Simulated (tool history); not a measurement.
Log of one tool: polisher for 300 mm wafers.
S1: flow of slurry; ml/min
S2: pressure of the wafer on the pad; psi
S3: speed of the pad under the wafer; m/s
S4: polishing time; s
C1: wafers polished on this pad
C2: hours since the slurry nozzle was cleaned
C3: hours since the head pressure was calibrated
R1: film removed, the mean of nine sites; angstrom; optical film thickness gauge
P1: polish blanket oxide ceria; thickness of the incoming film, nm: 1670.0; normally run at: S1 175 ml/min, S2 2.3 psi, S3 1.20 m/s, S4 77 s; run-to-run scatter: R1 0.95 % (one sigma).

run 1 day=0.325 | S1=175 S2=2.3 S3=1.20 S4=77 | C1=464 C2=150.6 C3=807.9 | R1=3430.7
run 2 day=0.662 | S1=175 S2=2.3 S3=1.20 S4=77 | C1=561 C2=158.7 C3=816.0 | R1=3443.7
run 3 day=1.067 | S1=175 S2=2.3 S3=1.20 S4=77 | C1=677 C2=168.4 C3=825.7 | R1=3452.4
run 4 day=1.354 | S1=175 S2=2.3 S3=1.20 S4=43 | C1=759 C2=175.3 C3=832.6 | R1=1915.3
run 5 day=1.912 | S1=175 S2=2.3 S3=1.20 S4=77 | C1=920 C2=188.7 C3=846.0 | R1=3405.1
run 6 day=2.188 | S1=175 S2=1.1 S3=1.20 S4=77 | C1=999 C2=195.3 C3=852.6 | R1=1637.8
run 7 day=2.758 | S1=175 S2=2.3 S3=0.78 S4=77 | C1=1162 C2=209.0 C3=866.3 | R1=2216.7
run 8 day=3.183 | S1=175 S2=2.3 S3=1.56 S4=113 | C1=1284 C2=219.2 C3=876.5 | R1=6495.8
run 9 day=3.592 | S1=240 S2=2.3 S3=1.20 S4=77 | C1=1402 C2=229.0 C3=886.3 | R1=3543.1
run 10 day=4.188 | S1=175 S2=3.3 S3=1.20 S4=77 | C1=1573 C2=243.3 C3=900.6 | R1=4888.2
run 11 day=4.496 | S1=175 S2=2.3 S3=1.20 S4=114 | C1=1661 C2=250.7 C3=908.0 | R1=5078.2
run 12 day=5.033 | S1=175 S2=2.3 S3=1.20 S4=77 | C1=1815 C2=263.6 C3=920.9 | R1=3424.1
run 13 day=5.388 | S1=105 S2=2.3 S3=1.20 S4=77 | C1=1917 C2=272.1 C3=929.4 | R1=3097.8
run 14 day=5.712 | S1=175 S2=2.3 S3=1.68 S4=77 | C1=2010 C2=279.9 C3=937.2 | R1=4750.6
run 15 day=6.279 | S1=175 S2=2.3 S3=1.20 S4=77 | C1=2173 C2=293.5 C3=950.8 | R1=3436.1
run 16 day=6.808 | S1=175 S2=2.3 S3=1.20 S4=77 | C1=2325 C2=306.2 C3=963.5 | R1=3281.7
run 17 day=7.225 | S1=175 S2=2.3 S3=1.20 S4=77 | C1=2445 C2=316.2 C3=973.5 | R1=3253.9
-- day=7.729 head pressure recalibrated
run 18 day=7.821 | S1=175 S2=2.3 S3=1.20 S4=77 | C1=2616 C2=330.5 C3=2.2 | R1=3181.4

The next listed run, before its measurement:
run 19 day=8.171 | S1=175 S2=2.3 S3=1.20 S4=77 | C1=2716 C2=338.9 C3=10.6 | R1=?

{"run 19": {"R1": 3084.3}}
